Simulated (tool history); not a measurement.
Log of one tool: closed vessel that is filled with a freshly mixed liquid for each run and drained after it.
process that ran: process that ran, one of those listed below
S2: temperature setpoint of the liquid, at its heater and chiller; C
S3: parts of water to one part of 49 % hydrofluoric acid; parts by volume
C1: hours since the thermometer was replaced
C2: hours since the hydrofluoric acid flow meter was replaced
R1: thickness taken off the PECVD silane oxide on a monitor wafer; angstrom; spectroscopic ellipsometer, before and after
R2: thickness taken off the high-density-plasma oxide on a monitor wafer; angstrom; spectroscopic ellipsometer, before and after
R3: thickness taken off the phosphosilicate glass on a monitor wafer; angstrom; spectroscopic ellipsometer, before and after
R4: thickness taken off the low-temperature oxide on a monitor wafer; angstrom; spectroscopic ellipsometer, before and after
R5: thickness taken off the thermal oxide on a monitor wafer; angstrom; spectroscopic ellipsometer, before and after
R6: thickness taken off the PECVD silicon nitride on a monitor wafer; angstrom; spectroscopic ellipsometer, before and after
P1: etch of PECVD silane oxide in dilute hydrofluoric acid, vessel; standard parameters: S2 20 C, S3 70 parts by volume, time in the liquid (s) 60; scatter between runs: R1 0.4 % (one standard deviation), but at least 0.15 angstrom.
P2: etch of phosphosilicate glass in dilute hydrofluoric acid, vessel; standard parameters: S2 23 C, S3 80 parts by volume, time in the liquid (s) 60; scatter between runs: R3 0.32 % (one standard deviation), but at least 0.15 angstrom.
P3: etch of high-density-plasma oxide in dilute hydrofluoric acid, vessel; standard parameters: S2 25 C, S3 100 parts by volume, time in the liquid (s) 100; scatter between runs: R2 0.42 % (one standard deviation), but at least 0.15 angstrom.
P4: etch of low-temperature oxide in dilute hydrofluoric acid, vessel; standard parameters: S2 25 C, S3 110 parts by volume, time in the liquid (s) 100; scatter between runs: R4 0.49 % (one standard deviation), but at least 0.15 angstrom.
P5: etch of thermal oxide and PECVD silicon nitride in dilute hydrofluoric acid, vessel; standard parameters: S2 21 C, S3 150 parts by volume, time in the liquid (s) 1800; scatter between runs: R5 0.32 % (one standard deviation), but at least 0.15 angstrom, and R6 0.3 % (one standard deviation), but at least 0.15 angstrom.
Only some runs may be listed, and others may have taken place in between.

Run 1, hour 3.4: process that ran P1, S2 20 C, S3 70 parts by volume, time in the liquid (s) 60; C1 874.3; C2 851.3. Result: R1 304.92 angstrom.
Run 2, hour 7.2: process that ran P3, S2 25 C, S3 100 parts by volume, time in the liquid (s) 100; C1 878.1; C2 855.1. Result: R2 53.448 angstrom.
Run 3, hour 9.5: process that ran P3, S2 25 C, S3 35 parts by volume, time in the liquid (s) 100; C1 880.4; C2 857.4. Result: R2 166.14 angstrom.
Run 4, hour 12.8: process that ran P2, S2 23 C, S3 120 parts by volume, time in the liquid (s) 60; C1 883.7; C2 860.7. Result: R3 482.43 angstrom.
Run 5, hour 15: process that ran P1, S2 20 C, S3 120 parts by volume, time in the liquid (s) 60; C1 885.9; C2 862.9. Result: R1 166.86 angstrom.
Run 6, hour 18.7: process that ran P4, S2 25 C, S3 170 parts by volume, time in the liquid (s) 100; C1 889.6; C2 866.6. Result: R4 109.06 angstrom.
Run 7, hour 22.3: process that ran P5, S2 17 C, S3 150 parts by volume, time in the liquid (s) 1800; C1 893.2; C2 870.2. Result: R5 412.68 angstrom, R6 265.16 angstrom.
Run 8, hour 24.4: process that ran P5, S2 21 C, S3 255 parts by volume, time in the liquid (s) 1800; C1 895.3; C2 872.3. Result: R5 256.74 angstrom, R6 206.02 angstrom.
Run 9, hour 27.8: process that ran P2, S2 23 C, S3 80 parts by volume, time in the liquid (s) 60; C1 898.7; C2 875.7. Result: R3 757.09 angstrom.
Run 10, hour 31: process that ran P1, S2 20 C, S3 70 parts by volume, time in the liquid (s) 110; C1 901.9; C2 878.9. Result: R1 558.04 angstrom.
Run 11, hour 35.1: process that ran P1, S2 26.5 C, S3 70 parts by volume, time in the liquid (s) 60; C1 906; C2 883. Result: R1 399.7 angstrom.
Run 12, hour 37.3: process that ran P5, S2 21 C, S3 150 parts by volume, time in the liquid (s) 185; C1 908.2; C2 885.2. Result: R5 49.977 angstrom, R6 35.522 angstrom.
Run 13, hour 41.2: process that ran P3, S2 25 C, S3 100 parts by volume, time in the liquid (s) 30; C1 912.1; C2 889.1. Result: R2 16.167 angstrom.
Run 14, hour 43.7: process that ran P4, S2 25 C, S3 110 parts by volume, time in the liquid (s) 100; C1 914.6; C2 891.6. Result: R4 182.28 angstrom.
Run 15, hour 46.2: process that ran P1, S2 20 C, S3 110 parts by volume, time in the liquid (s) 90; C1 917.1; C2 894.1. Result: R1 277.8 angstrom.
Run 16, hour 49.1: process that ran P3, S2 32 C, S3 100 parts by volume, time in the liquid (s) 100; C1 920; C2 897. Result: R2 69.93 angstrom.
Run 17, hour 52.2: process that ran P4, S2 25 C, S3 110 parts by volume, time in the liquid (s) 190; C1 923.1; C2 900.1. Result: R4 346.36 angstrom.
Run 18, hour 55: process that ran P1, S2 20 C, S3 70 parts by volume, time in the liquid (s) 60; C1 925.9; C2 902.9. Result: R1 306.12 angstrom.
Run 19, hour 57.2: process that ran P1, S2 20 C, S3 70 parts by volume, time in the liquid (s) 60; C1 928.1; C2 905.1. Result: R1 304.49 angstrom.
Run 20, hour 61.2: process that ran P4, S2 25 C, S3 110 parts by volume, time in the liquid (s) 100; C1 932.1; C2 909.1. Result: R4 180.56 angstrom.
Run 21, hour 64.2: process that ran P1, S2 17 C, S3 70 parts by volume, time in the liquid (s) 60; C1 935.1; C2 912.1. Result: R1 268.12 angstrom.
Run 22, hour 67.4: process that ran P1, S2 20 C, S3 70 parts by volume, time in the liquid (s) 60; C1 938.3; C2 915.3. Result: R1 302.86 angstrom.
Run 23, hour 71.7: process that ran P1, S2 17 C, S3 70 parts by volume, time in the liquid (s) 30; C1 942.6; C2 919.6. Result: R1 134.38 angstrom.
At hour 71.8: thermometer replaced.
Run 24, hour 73.7: process that ran P2, S2 23 C, S3 80 parts by volume, time in the liquid (s) 30; C1 1.9; C2 921.6. Result: R3 380.01 angstrom.
Run 25, hour 77.4: process that ran P1, S2 20 C, S3 45 parts by volume, time in the liquid (s) 60; C1 5.6; C2 925.3. Result: R1 490.39 angstrom.
Run 26, hour 81.4: process that ran P4, S2 29.5 C, S3 110 parts by volume, time in the liquid (s) 100; C1 9.6; C2 929.3. Result: R4 216.39 angstrom.
Run 27, hour 85.2: process that ran P1, S2 20 C, S3 70 parts by volume, time in the liquid (s) 60; C1 13.4; C2 933.1. Result: R1 305.19 angstrom.
Run 28, hour 87.7: process that ran P2, S2 17 C, S3 80 parts by volume, time in the liquid (s) 60; C1 15.9; C2 935.6. Result: R3 592.41 angstrom.
Run 29, hour 92.2: process that ran P5, S2 21 C, S3 150 parts by volume, time in the liquid (s) 1800; C1 20.4; C2 940.1. Result: R5 482 angstrom, R6 347.97 angstrom.
Run 30, hour 96.2: process that ran P1, S2 20 C, S3 70 parts by volume, time in the liquid (s) 30; C1 24.4; C2 944.1. Result: R1 152.8 angstrom.
Run 31, hour 100.4: process that ran P1, S2 20 C, S3 70 parts by volume, time in the liquid (s) 60; C1 28.6; C2 948.3. Result: R1 305.96 angstrom.
Run 32, hour 103.1: process that ran P1, S2 20 C, S3 70 parts by volume, time in the liquid (s) 60; C1 31.3; C2 951. Result: R1 299.24 angstrom.
Run 33, hour 106.3: process that ran P1, S2 20 C, S3 70 parts by volume, time in the liquid (s) 60; C1 34.5; C2 954.2. Result: R1 291.58 angstrom.
Run 34, hour 109.2: process that ran P1, S2 20 C, S3 70 parts by volume, time in the liquid (s) 60; C1 37.4; C2 957.1. Result: R1 286.57 angstrom.
Run 35, hour 111.8: process that ran P1, S2 20 C, S3 70 parts by volume, time in the liquid (s) 60; C1 40; C2 959.7. Result: R1 286.91 angstrom.
Run 36, hour 115.2: process that ran P1, S2 20 C, S3 70 parts by volume, time in the liquid (s) 60; C1 43.4; C2 963.1. Result: R1 282.29 angstrom.
Run 37, hour 119.9: process that ran P1, S2 20 C, S3 70 parts by volume, time in the liquid (s) 60; C1 48.1; C2 967.8. Result: R1 279.1 angstrom.
Run 38, hour 123.7: process that ran P1, S2 20 C, S3 70 parts by volume, time in the liquid (s) 60; C1 51.9; C2 971.6. Result: R1 278.2 angstrom.
Run 39, hour 127.6: process that ran P1, S2 20 C, S3 70 parts by volume, time in the liquid (s) 60; C1 55.8; C2 975.5. Result: R1 277.78 angstrom.
Run 40, hour 129.6: process that ran P1, S2 20 C, S3 70 parts by volume, time in the liquid (s) 60; C1 57.8; C2 977.5. Result: R1 278.19 angstrom.
Run 41, hour 133.7: process that ran P1, S2 20 C, S3 70 parts by volume, time in the liquid (s) 60; C1 61.9; C2 981.6. Result: R1 277.39 angstrom.
Run 42, hour 137.7: process that ran P1, S2 20 C, S3 70 parts by volume, time in the liquid (s) 60; C1 65.9; C2 985.6. Result: R1 275.36 angstrom.

Compared with where it was, what P1 gives has crept away. Each cause listed below fits the log as well as the rest, at the size given for it:
A: hydrofluoric acid flow below the setpoint (%) = 8.63
B: liquid colder than its thermometer reads (K) = 2.32
The onset of the drift is placed at about hour 100.4.

Consider the 4 single-wafer check runs listed below, results given as question marks: which one distinguishes between the causes by giving clearly different results for each?
Run check 1, hour 141.7: process that ran P4, S2 25 C, S3 110 parts by volume, time in the liquid (s) 100. Result: R4 ?.
Run check 2, hour 141.7: process that ran P2, S2 23 C, S3 80 parts by volume, time in the liquid (s) 60. Result: R3 ?.
Run check 3, hour 141.7: process that ran P3, S2 25 C, S3 100 parts by volume, time in the liquid (s) 100. Result: R2 ?.
Run check 4, hour 141.7: process that ran P5, S2 21 C, S3 150 parts by volume, time in the liquid (s) 1800. Result: R5 ?, R6 ?.

Outcome of each check run for each possible cause:
  check  result    if A    if B
check 1      R4  163.68   165.6
check 2      R3  686.77  689.91
check 3      R2  48.281  48.769
check 4      R5   436.8  442.41
check 4      R6  317.93  297.34
Per-check spread between the two closest causes, in the result where they differ most: check 1 1.16 %; check 2 0.46 %; check 3 1 %; check 4 6.7 %
Check 4 distinguishes between the causes, while the remaining checks would return nearly the same result for all of them.

With check 4 done, the readings were: R5 437.13 angstrom; R6 317.28 angstrom. Identify which of the listed causes applies.

The correct cause is A, namely: hydrofluoric acid flow below the setpoint (%).
